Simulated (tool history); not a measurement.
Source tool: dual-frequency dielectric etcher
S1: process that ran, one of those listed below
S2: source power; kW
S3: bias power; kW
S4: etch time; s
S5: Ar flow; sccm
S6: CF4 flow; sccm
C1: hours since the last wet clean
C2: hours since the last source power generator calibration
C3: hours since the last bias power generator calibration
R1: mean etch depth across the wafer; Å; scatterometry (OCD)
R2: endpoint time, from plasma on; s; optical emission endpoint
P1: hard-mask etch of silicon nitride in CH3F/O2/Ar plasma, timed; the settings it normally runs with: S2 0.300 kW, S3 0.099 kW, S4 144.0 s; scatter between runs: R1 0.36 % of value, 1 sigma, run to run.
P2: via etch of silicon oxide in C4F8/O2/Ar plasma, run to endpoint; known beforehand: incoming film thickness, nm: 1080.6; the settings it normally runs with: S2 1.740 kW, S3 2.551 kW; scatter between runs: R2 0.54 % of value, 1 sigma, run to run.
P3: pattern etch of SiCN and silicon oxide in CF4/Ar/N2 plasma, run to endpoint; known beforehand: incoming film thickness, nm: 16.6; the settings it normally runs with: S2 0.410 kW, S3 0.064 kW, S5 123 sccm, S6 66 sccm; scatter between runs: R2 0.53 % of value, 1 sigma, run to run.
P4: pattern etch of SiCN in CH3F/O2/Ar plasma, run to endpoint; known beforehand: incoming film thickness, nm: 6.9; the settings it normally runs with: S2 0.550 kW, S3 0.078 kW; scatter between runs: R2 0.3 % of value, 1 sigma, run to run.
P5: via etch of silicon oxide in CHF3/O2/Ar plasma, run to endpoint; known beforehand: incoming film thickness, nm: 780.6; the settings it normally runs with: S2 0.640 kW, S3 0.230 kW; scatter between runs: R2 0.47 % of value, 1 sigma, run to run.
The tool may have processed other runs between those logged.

| run | hour | S1 | S2 | S3 | S4 | S5 | S6 | C1 | C2 | C3 | R1 | R2 |
|---|---|---|---|---|---|---|---|---|---|---|---|---|
| 1 | 14.9 | P1 | 0.300 | 0.099 | 144.0 |  |  | 225.5 | 1211.2 | 1620.9 | 1018.70 |  |
| 2 | 30.5 | P5 | 0.640 | 0.310 |  |  |  | 241.1 | 1226.8 | 1636.5 |  | 317.940 |
| 3 | 47.9 | P4 | 0.550 | 0.078 |  |  |  | 258.5 | 1244.2 | 1653.9 |  | 16.132 |
| 4 | 63.6 | P3 | 0.410 | 0.064 |  | 123 | 86 | 274.2 | 1259.9 | 1669.6 |  | 21.095 |
| 5 | 71.5 | P4 | 0.720 | 0.078 |  |  |  | 282.1 | 1267.8 | 1677.5 |  | 14.476 |
| 6 | 82.3 | P3 | 0.410 | 0.084 |  | 123 | 66 | 292.9 | 1278.6 | 1688.3 |  | 20.101 |
| 7 | 96.9 | P1 | 0.300 | 0.099 | 144.0 |  |  | 307.5 | 1293.2 | 1702.9 | 1026.10 |  |
| 8 | 107.6 | P1 | 0.300 | 0.099 | 112.5 |  |  | 318.2 | 1303.9 | 1713.6 | 800.08 |  |
| 9 | 120.4 | P5 | 0.640 | 0.230 |  |  |  | 331.0 | 1316.7 | 1726.4 |  | 350.730 |
| 10 | 132.9 | P2 | 1.040 | 2.551 |  |  |  | 343.5 | 1329.2 | 1738.9 |  | 259.780 |
| 11 | 145.0 | P1 | 0.300 | 0.099 | 144.0 |  |  | 355.6 | 1341.3 | 1751.0 | 1029.30 |  |
| 12 | 155.7 | P4 | 0.550 | 0.078 |  |  |  | 366.3 | 1352.0 | 1761.7 |  | 16.081 |
| 13 | 164.1 | P1 | 0.300 | 0.099 | 199.5 |  |  | 374.7 | 1360.4 | 1770.1 | 1424.10 |  |
| 14 | 172.3 | P1 | 0.300 | 0.128 | 144.0 |  |  | 382.9 | 1368.6 | 1778.3 | 1129.00 |  |
| 15 | 186.4 | P1 | 0.300 | 0.060 | 144.0 |  |  | 397.0 | 1382.7 | 1792.4 | 857.81 |  |
| 16 | 198.6 | P1 | 0.370 | 0.099 | 144.0 |  |  | 409.2 | 1394.9 | 1804.6 | 1103.00 |  |
| 17 | 206.6 | P3 | 0.530 | 0.064 |  | 123 | 66 | 417.2 | 1402.9 | 1812.6 |  | 17.420 |
| 18 | 224.9 | P2 | 1.740 | 2.551 |  |  |  | 435.5 | 1421.2 | 1830.9 |  | 209.310 |
| 19 | 240.3 | P1 | 0.300 | 0.099 | 144.0 |  |  | 450.9 | 1436.6 | 1846.3 | 1016.70 |  |
| 20 | 257.8 | P1 | 0.230 | 0.066 | 144.0 |  |  | 468.4 | 1454.1 | 1863.8 | 796.80 |  |
| 21 | 272.1 | P5 | 0.370 | 0.230 |  |  |  | 482.7 | 1468.4 | 1878.1 |  | 435.740 |
| 22 | 288.5 | P1 | 0.300 | 0.099 | 144.0 |  |  | 499.1 | 1484.8 | 1894.5 | 1019.60 |  |
| 23 | 299.6 | P4 | 0.550 | 0.108 |  |  |  | 510.2 | 1495.9 | 1905.6 |  | 14.363 |
| 24 | 307.6 | P1 | 0.210 | 0.099 | 144.0 |  |  | 518.2 | 1503.9 | 1913.6 | 894.84 |  |
| 25 | 321.8 | P3 | 0.410 | 0.064 |  | 123 | 66 | 532.4 | 1518.1 | 1927.8 |  | 21.931 |
| 26 | 337.8 | P1 | 0.190 | 0.063 | 144.0 |  |  | 548.4 | 1534.1 | 1943.8 | 734.95 |  |
| 27 | 348.6 | P2 | 1.740 | 1.914 |  |  |  | 559.2 | 1544.9 | 1954.6 |  | 228.080 |
| 28 | 364.2 | P3 | 0.410 | 0.064 |  | 96 | 66 | 574.8 | 1560.5 | 1970.2 |  | 21.028 |
| 29 | 380.7 | P1 | 0.300 | 0.099 | 144.0 |  |  | 591.3 | 1577.0 | 1986.7 | 1026.10 |  |
| 30 | 396.9 | P1 | 0.300 | 0.099 | 144.0 |  |  | 607.5 | 1593.2 | 2002.9 | 1017.30 |  |
| 31 | 406.4 | P1 | 0.300 | 0.099 | 144.0 |  |  | 617.0 | 1602.7 | 2012.4 | 1010.10 |  |
| 32 | 418.6 | P1 | 0.300 | 0.099 | 144.0 |  |  | 629.2 | 1614.9 | 2024.6 | 1011.30 |  |
| 33 | 434.9 | P1 | 0.300 | 0.099 | 144.0 |  |  | 645.5 | 1631.2 | 2040.9 | 1007.20 |  |
| 34 | 443.2 | P1 | 0.300 | 0.099 | 144.0 |  |  | 653.8 | 1639.5 | 2049.2 | 1007.70 |  |
| 35 | 460.0 | P1 | 0.300 | 0.099 | 144.0 |  |  | 670.6 | 1656.3 | 2066.0 | 1008.10 |  |
|  | 467.9 | wet clean of the chamber |
| 36 | 475.2 | P1 | 0.300 | 0.099 | 144.0 |  |  | 7.4 | 1671.5 | 2081.2 | 1008.80 |  |
| 37 | 484.1 | P1 | 0.300 | 0.099 | 144.0 |  |  | 16.3 | 1680.4 | 2090.1 | 1002.50 |  |
| 38 | 497.3 | P1 | 0.300 | 0.099 | 144.0 |  |  | 29.5 | 1693.6 | 2103.3 | 998.78 |  |
| 39 | 514.0 | P1 | 0.300 | 0.099 | 144.0 |  |  | 46.2 | 1710.3 | 2120.0 | 1002.40 |  |
| 40 | 531.0 | P1 | 0.300 | 0.099 | 144.0 |  |  | 63.2 | 1727.3 | 2137.0 | 1001.60 |  |

Compared with where it was, what P1 gives has crept away. Each cause listed below fits the log as well as the rest, at the size given for it:
A: source power that arrives under what is set, % = 4.86
B: bias power that arrives under what is set, % = 4.83
The onset of the drift is placed at about hour 380.7.
What rules out each remaining cause:
chamber walls in a state that lowers the etch rate, %: was serviced at hour 467.9, once the creep was under way, yet the earlier output never came back

You are offered 4 check runs, listed below with question marks in place of their results; each one averages 2 wafers. Which run separates the listed causes by giving clearly different results for each?
| check 1 | 548.0 | P5 | 0.640 | 0.230 |  |  |  |  |  |  |  | ? |
| check 2 | 548.0 | P4 | 0.550 | 0.078 |  |  |  |  |  |  |  | ? |
| check 3 | 548.0 | P2 | 1.740 | 2.551 |  |  |  |  |  |  |  | ? |
| check 4 | 548.0 | P3 | 0.410 | 0.064 |  | 123 | 66 |  |  |  |  | ? |

Check results expected under each cause:
| check | result | if A | if B |
|---|---|---|---|
| check 1 | R2 | 360.300 | 359.760 |
| check 2 | R2 | 16.407 | 16.383 |
| check 3 | R2 | 213.840 | 212.860 |
| check 4 | R2 | 22.941 | 22.334 |
Gap, in per cent, between the two causes that each check separates least, read from the result that separates them most: check 1 0.15 %; check 2 0.15 %; check 3 0.46 %; check 4 2.68 %
Check 4 is the one run that separates the causes; every other check would come out nearly the same whichever cause is at work.

Check 4 was then run and gave: R2 22.385 s. Which cause is it?

B is the cause: bias power that arrives under what is set, %.
